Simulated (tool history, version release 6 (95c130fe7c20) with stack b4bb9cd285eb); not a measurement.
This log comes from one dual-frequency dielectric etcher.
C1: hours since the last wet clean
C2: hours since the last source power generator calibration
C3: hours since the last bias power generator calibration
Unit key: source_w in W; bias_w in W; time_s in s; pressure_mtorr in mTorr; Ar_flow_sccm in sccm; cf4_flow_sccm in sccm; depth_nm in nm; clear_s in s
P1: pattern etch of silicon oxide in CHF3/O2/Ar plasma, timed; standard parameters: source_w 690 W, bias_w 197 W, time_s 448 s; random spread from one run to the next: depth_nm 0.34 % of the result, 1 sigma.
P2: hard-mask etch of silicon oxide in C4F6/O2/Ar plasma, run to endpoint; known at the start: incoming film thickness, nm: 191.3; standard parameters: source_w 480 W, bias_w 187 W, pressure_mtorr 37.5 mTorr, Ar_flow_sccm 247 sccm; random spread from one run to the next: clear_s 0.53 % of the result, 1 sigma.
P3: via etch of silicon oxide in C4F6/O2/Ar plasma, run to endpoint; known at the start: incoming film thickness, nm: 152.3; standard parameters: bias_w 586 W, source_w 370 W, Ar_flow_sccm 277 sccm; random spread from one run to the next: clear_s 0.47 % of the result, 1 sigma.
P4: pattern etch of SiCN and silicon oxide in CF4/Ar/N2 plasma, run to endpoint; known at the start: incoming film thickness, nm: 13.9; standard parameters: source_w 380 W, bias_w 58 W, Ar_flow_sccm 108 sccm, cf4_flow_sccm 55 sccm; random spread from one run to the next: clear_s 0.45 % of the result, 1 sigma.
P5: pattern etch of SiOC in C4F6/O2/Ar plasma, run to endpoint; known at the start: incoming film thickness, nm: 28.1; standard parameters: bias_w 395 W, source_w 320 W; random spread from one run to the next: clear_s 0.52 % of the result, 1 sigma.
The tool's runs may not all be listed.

Run 1, hour 5.9: process P1, source_w 690 W, bias_w 197 W, time_s 448 s; C1 139.7; C2 1874.5; C3 1867.9. Result: depth_nm 968.55 nm.
Run 2, hour 10.3: process P2, source_w 320 W, bias_w 187 W, pressure_mtorr 37.5 mTorr, Ar_flow_sccm 247 sccm; C1 144.1; C2 1878.9; C3 1872.3. Result: clear_s 65.36 s.
Run 3, hour 15.2: process P4, source_w 380 W, bias_w 58 W, Ar_flow_sccm 108 sccm, cf4_flow_sccm 36 sccm; C1 149; C2 1883.8; C3 1877.2. Result: clear_s 23.249 s.
Run 4, hour 21: process P1, source_w 690 W, bias_w 143 W, time_s 448 s; C1 154.8; C2 1889.6; C3 1883. Result: depth_nm 873.93 nm.
Run 5, hour 24.1: process P1, source_w 690 W, bias_w 197 W, time_s 448 s; C1 157.9; C2 1892.7; C3 1886.1. Result: depth_nm 973.54 nm.
Run 6, hour 27.3: process P3, source_w 370 W, bias_w 586 W, Ar_flow_sccm 392 sccm; C1 161.1; C2 1895.9; C3 1889.3. Result: clear_s 33.769 s.
Run 7, hour 31.9: process P3, source_w 370 W, bias_w 586 W, Ar_flow_sccm 277 sccm; C1 165.7; C2 1900.5; C3 1893.9. Result: clear_s 32.842 s.
Run 8, hour 35.5: process P2, source_w 480 W, bias_w 187 W, pressure_mtorr 28 mTorr, Ar_flow_sccm 247 sccm; C1 169.3; C2 1904.1; C3 1897.5. Result: clear_s 54.054 s.
Run 9, hour 40.6: process P1, source_w 690 W, bias_w 197 W, time_s 448 s; C1 174.4; C2 1909.2; C3 1902.6. Result: depth_nm 967.95 nm.
Run 10, hour 46.3: process P1, source_w 830 W, bias_w 197 W, time_s 448 s; C1 180.1; C2 1914.9; C3 1908.3. Result: depth_nm 1043.6 nm.
Run 11, hour 49.6: process P1, source_w 690 W, bias_w 197 W, time_s 565.5 s; C1 183.4; C2 1918.2; C3 1911.6. Result: depth_nm 1222.9 nm.
Run 12, hour 55.6: process P4, source_w 380 W, bias_w 58 W, Ar_flow_sccm 148 sccm, cf4_flow_sccm 55 sccm; C1 189.4; C2 1924.2; C3 1917.6. Result: clear_s 22.871 s.
Run 13, hour 59.2: process P5, source_w 320 W, bias_w 548 W; C1 193; C2 1927.8; C3 1921.2. Result: clear_s 10.236 s.
Run 14, hour 64.9: process P1, source_w 550 W, bias_w 159 W, time_s 448 s; C1 198.7; C2 1933.5; C3 1926.9. Result: depth_nm 829.8 nm.
Run 15, hour 70.2: process P2, source_w 480 W, bias_w 187 W, pressure_mtorr 37.5 mTorr, Ar_flow_sccm 247 sccm; C1 204; C2 1938.8; C3 1932.2. Result: clear_s 56.628 s.
Run 16, hour 76.4: process P2, source_w 480 W, bias_w 187 W, pressure_mtorr 37.5 mTorr, Ar_flow_sccm 247 sccm; C1 210.2; C2 1945; C3 1938.4. Result: clear_s 56.441 s.
Run 17, hour 81.1: process P3, source_w 370 W, bias_w 818 W, Ar_flow_sccm 277 sccm; C1 214.9; C2 1949.7; C3 1943.1. Result: clear_s 28.878 s.
Run 18, hour 84.8: process P2, source_w 480 W, bias_w 113 W, pressure_mtorr 37.5 mTorr, Ar_flow_sccm 247 sccm; C1 218.6; C2 1953.4; C3 1946.8. Result: clear_s 64.763 s.
Run 19, hour 87.7: process P1, source_w 690 W, bias_w 197 W, time_s 448 s; C1 221.5; C2 1956.3; C3 1949.7. Result: depth_nm 973.15 nm.
Run 20, hour 92.1: process P5, source_w 320 W, bias_w 395 W; C1 225.9; C2 1960.7; C3 1954.1. Result: clear_s 11.655 s.
At hour 93.6: wet clean of the chamber.
Run 21, hour 96: process P4, source_w 210 W, bias_w 58 W, Ar_flow_sccm 108 sccm, cf4_flow_sccm 55 sccm; C1 2.4; C2 1964.6; C3 1958. Result: clear_s 36.344 s.
Run 22, hour 98.7: process P4, source_w 380 W, bias_w 36 W, Ar_flow_sccm 108 sccm, cf4_flow_sccm 55 sccm; C1 5.1; C2 1967.3; C3 1960.7. Result: clear_s 25.298 s.
Run 23, hour 103.9: process P5, source_w 320 W, bias_w 395 W; C1 10.3; C2 1972.5; C3 1965.9. Result: clear_s 11.605 s.
Run 24, hour 107.4: process P5, source_w 440 W, bias_w 395 W; C1 13.8; C2 1976; C3 1969.4. Result: clear_s 10.413 s.
Run 25, hour 111.5: process P3, source_w 480 W, bias_w 586 W, Ar_flow_sccm 277 sccm; C1 17.9; C2 1980.1; C3 1973.5. Result: clear_s 29.796 s.
Run 26, hour 117: process P4, source_w 380 W, bias_w 58 W, Ar_flow_sccm 108 sccm, cf4_flow_sccm 55 sccm; C1 23.4; C2 1985.6; C3 1979. Result: clear_s 21.483 s.
Run 27, hour 121.8: process P1, source_w 410 W, bias_w 197 W, time_s 448 s; C1 28.2; C2 1990.4; C3 1983.8. Result: depth_nm 797.8 nm.

Run 28 comes next. What will it give?
Run 28, hour 125.5: process P1, source_w 690 W, bias_w 264 W, time_s 448 s; C1 31.9; C2 1994.1; C3 1987.5. Result: depth_nm ?.

{"run 28": {"depth_nm": 1074.1}}
